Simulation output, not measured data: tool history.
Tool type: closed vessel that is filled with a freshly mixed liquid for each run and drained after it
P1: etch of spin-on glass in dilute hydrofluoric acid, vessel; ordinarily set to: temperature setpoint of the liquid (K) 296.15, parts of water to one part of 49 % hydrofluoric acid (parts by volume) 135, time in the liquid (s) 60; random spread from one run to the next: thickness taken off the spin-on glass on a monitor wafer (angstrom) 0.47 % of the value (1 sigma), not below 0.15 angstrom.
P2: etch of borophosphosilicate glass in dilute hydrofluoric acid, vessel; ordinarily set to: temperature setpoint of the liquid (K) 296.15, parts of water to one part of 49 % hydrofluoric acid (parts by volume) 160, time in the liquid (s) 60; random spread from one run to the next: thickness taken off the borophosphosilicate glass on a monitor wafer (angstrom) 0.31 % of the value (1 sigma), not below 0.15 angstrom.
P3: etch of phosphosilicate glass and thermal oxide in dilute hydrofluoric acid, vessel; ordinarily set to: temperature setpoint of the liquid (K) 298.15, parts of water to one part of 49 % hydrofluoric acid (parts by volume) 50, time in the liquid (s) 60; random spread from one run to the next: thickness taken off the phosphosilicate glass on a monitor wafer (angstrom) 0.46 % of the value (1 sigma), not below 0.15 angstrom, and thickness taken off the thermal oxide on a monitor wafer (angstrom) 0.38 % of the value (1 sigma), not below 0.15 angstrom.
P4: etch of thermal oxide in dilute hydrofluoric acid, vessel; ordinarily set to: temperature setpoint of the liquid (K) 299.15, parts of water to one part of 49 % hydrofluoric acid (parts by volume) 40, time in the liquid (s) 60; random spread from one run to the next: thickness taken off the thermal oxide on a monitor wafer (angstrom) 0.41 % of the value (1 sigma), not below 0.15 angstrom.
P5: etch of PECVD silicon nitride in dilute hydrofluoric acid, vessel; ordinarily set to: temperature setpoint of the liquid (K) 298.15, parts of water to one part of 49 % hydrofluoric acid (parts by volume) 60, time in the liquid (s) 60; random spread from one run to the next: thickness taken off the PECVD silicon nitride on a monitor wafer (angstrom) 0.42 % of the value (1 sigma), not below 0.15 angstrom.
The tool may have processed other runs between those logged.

run	day	process that ran	temperature setpoint of the liquid (K)	parts of water to one part of 49 % hydrofluoric acid (parts by volume)	time in the liquid (s)	hours since the thermometer was replaced	hours since the hydrofluoric acid flow meter was replaced	thickness taken off the spin-on glass on a monitor wafer (angstrom)	thickness taken off the thermal oxide on a monitor wafer (angstrom)	thickness taken off the phosphosilicate glass on a monitor wafer (angstrom)	thickness taken off the PECVD silicon nitride on a monitor wafer (angstrom)	thickness taken off the borophosphosilicate glass on a monitor wafer (angstrom)
1	0.725	P1	296.15	135	60	505.8	285.9	196.130				
2	1.429	P1	290.65	135	60	522.7	302.8	156.460				
3	1.988	P4	306.65	40	60	536.1	316.2		112.950			
4	2.421	P1	301.65	185	60	546.5	326.6	165.590				
5	3.058	P1	292.65	230	60	561.8	341.9	91.046				
6	3.388	P3	298.15	50	60	569.7	349.8		61.295	1125.9		
7	4.050	P1	296.15	135	100	585.6	365.7	325.320				
8	4.712	P1	296.15	40	60	601.5	381.6	746.730				
9	5.333	P5	298.15	60	60	616.4	396.5				59.025	
10	5.675	P2	296.15	250	60	624.6	404.7					136.04
11	6.392	P1	296.15	135	60	641.8	421.9	196.440				
12	6.817	P1	296.15	195	60	652.0	432.1	127.390				
13	7.158	P2	296.15	160	60	660.2	440.3					231.91
14	7.812	P3	298.15	30	60	675.9	456.0		104.380	1917.9		
15	8.417	P1	303.65	135	60	690.4	470.5	259.820				
16	9.092	P4	299.15	40	60	706.6	486.7		85.170			
17	9.817	P5	298.15	25	60	724.0	504.1				138.510	
18	10.192	P3	298.15	50	60	733.0	513.1		61.321	1124.3		
19	10.754	P5	305.65	60	60	746.5	526.6				96.140	
20	11.158	P4	299.15	55	60	756.2	536.3		59.674			
21	11.758	P2	296.15	160	100	770.6	550.7					385.11

The next listed run, before its measurement:
22	12.175	P1	296.15	135	60	780.6	560.7	?				

thickness taken off the spin-on glass on a monitor wafer (angstrom): 195.240
